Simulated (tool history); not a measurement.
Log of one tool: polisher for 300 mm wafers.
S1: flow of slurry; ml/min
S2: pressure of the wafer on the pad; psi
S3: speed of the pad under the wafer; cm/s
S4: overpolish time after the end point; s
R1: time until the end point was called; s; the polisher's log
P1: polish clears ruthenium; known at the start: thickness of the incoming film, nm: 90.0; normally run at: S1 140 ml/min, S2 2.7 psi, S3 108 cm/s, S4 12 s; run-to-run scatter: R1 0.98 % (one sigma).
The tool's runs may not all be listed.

Run 1, hour 6.4: S1 140 ml/min, S2 2.7 psi, S3 108 cm/s, S4 12 s. Result: R1 54.793 s.
Run 2, hour 16.0: S1 190 ml/min, S2 2.7 psi, S3 108 cm/s, S4 12 s. Result: R1 51.552 s.
Run 3, hour 23.5: S1 85 ml/min, S2 2.7 psi, S3 108 cm/s, S4 12 s. Result: R1 60.521 s.
Run 4, hour 30.8: S1 140 ml/min, S2 2.7 psi, S3 108 cm/s, S4 12 s. Result: R1 54.265 s.
At hour 33.9: slurry nozzle cleaned.
Run 5, hour 40.1: S1 140 ml/min, S2 2.7 psi, S3 108 cm/s, S4 22 s. Result: R1 54.385 s.
Run 6, hour 47.7: S1 140 ml/min, S2 2.7 psi, S3 108 cm/s, S4 12 s. Result: R1 54.624 s.
Run 7, hour 53.4: S1 195 ml/min, S2 2.7 psi, S3 156 cm/s, S4 12 s. Result: R1 35.096 s.
Run 8, hour 61.4: S1 140 ml/min, S2 2.7 psi, S3 108 cm/s, S4 12 s. Result: R1 53.754 s.
Run 9, hour 67.2: S1 140 ml/min, S2 2.7 psi, S3 150 cm/s, S4 12 s. Result: R1 39.584 s.
Run 10, hour 75.6: S1 140 ml/min, S2 2.7 psi, S3 108 cm/s, S4 12 s. Result: R1 53.785 s.
Run 11, hour 82.6: S1 140 ml/min, S2 2.7 psi, S3 108 cm/s, S4 4 s. Result: R1 54.137 s.
Run 12, hour 88.4: S1 140 ml/min, S2 1.5 psi, S3 108 cm/s, S4 12 s. Result: R1 97.230 s.
Run 13, hour 98.8: S1 140 ml/min, S2 3.5 psi, S3 64 cm/s, S4 12 s. Result: R1 70.243 s.
Run 14, hour 109.2: S1 140 ml/min, S2 4.0 psi, S3 108 cm/s, S4 12 s. Result: R1 36.065 s.
Run 15, hour 116.6: S1 140 ml/min, S2 2.0 psi, S3 108 cm/s, S4 22 s. Result: R1 73.136 s.
Run 16, hour 124.9: S1 140 ml/min, S2 2.7 psi, S3 52 cm/s, S4 12 s. Result: R1 111.160 s.
Run 17, hour 131.7: S1 140 ml/min, S2 2.7 psi, S3 108 cm/s, S4 12 s. Result: R1 53.738 s.
Run 18, hour 138.5: S1 140 ml/min, S2 2.7 psi, S3 108 cm/s, S4 12 s. Result: R1 53.217 s.
Run 19, hour 144.0: S1 140 ml/min, S2 2.7 psi, S3 108 cm/s, S4 12 s. Result: R1 53.736 s.
Run 20, hour 149.3: S1 140 ml/min, S2 2.7 psi, S3 108 cm/s, S4 12 s. Result: R1 55.272 s.
Run 21, hour 154.3: S1 140 ml/min, S2 2.7 psi, S3 108 cm/s, S4 12 s. Result: R1 56.433 s.
Run 22, hour 159.7: S1 140 ml/min, S2 2.7 psi, S3 108 cm/s, S4 12 s. Result: R1 57.412 s.
Run 23, hour 167.6: S1 140 ml/min, S2 2.7 psi, S3 108 cm/s, S4 12 s. Result: R1 58.468 s.
Run 24, hour 173.9: S1 140 ml/min, S2 2.7 psi, S3 108 cm/s, S4 12 s. Result: R1 59.647 s.
Run 25, hour 181.3: S1 140 ml/min, S2 2.7 psi, S3 108 cm/s, S4 12 s. Result: R1 59.307 s.
Run 26, hour 186.4: S1 140 ml/min, S2 2.7 psi, S3 108 cm/s, S4 12 s. Result: R1 60.602 s.
Run 27, hour 196.5: S1 140 ml/min, S2 2.7 psi, S3 108 cm/s, S4 12 s. Result: R1 58.778 s.
At hour 199.3: head pressure recalibrated.
Run 28, hour 207.8: S1 140 ml/min, S2 2.7 psi, S3 108 cm/s, S4 12 s. Result: R1 59.708 s.
Run 29, hour 213.6: S1 140 ml/min, S2 2.7 psi, S3 108 cm/s, S4 12 s. Result: R1 60.887 s.
Run 30, hour 223.2: S1 140 ml/min, S2 2.7 psi, S3 108 cm/s, S4 12 s. Result: R1 60.302 s.

What P1 gives has crept away from where it was. These 2 causes fit the log equally well, each at the size given:
A: removal rate lost through wear of the pad, % = 11
B: slurry flow missing at the pad, % = 39.3
The creep began at about hour 144.0.
Why every other cause is out:
head's pressure below its setpoint, %: serviced at hour 199.3, which brought nothing back

4 check runs are offered, each on 5 wafers whose results are averaged, their results left as question marks. Which one tells the causes apart?
Run check 1, hour 232.8: S1 140 ml/min, S2 3.8 psi, S3 108 cm/s, S4 12 s. Result: R1 ?.
Run check 2, hour 232.8: S1 140 ml/min, S2 2.7 psi, S3 72 cm/s, S4 12 s. Result: R1 ?.
Run check 3, hour 232.8: S1 140 ml/min, S2 2.1 psi, S3 108 cm/s, S4 4 s. Result: R1 ?.
Run check 4, hour 232.8: S1 105 ml/min, S2 4.0 psi, S3 108 cm/s, S4 12 s. Result: R1 ?.

What each check would give under each cause:
  check  result    if A    if B
check 1      R1  43.193  43.178
check 2      R1  91.185  91.153
check 3      R1  78.159  78.131
check 4      R1  43.597  45.049
How far apart the two closest causes lie, in the result that separates them most: check 1 0.04 %; check 2 0.04 %; check 3 0.04 %; check 4 3.28 %
Only check 4 tells the causes apart: in the others they would give nearly the same result.

Then check 4 was run and gave: R1 43.554 s. Which cause is it?

It is A: removal rate lost through wear of the pad, %.
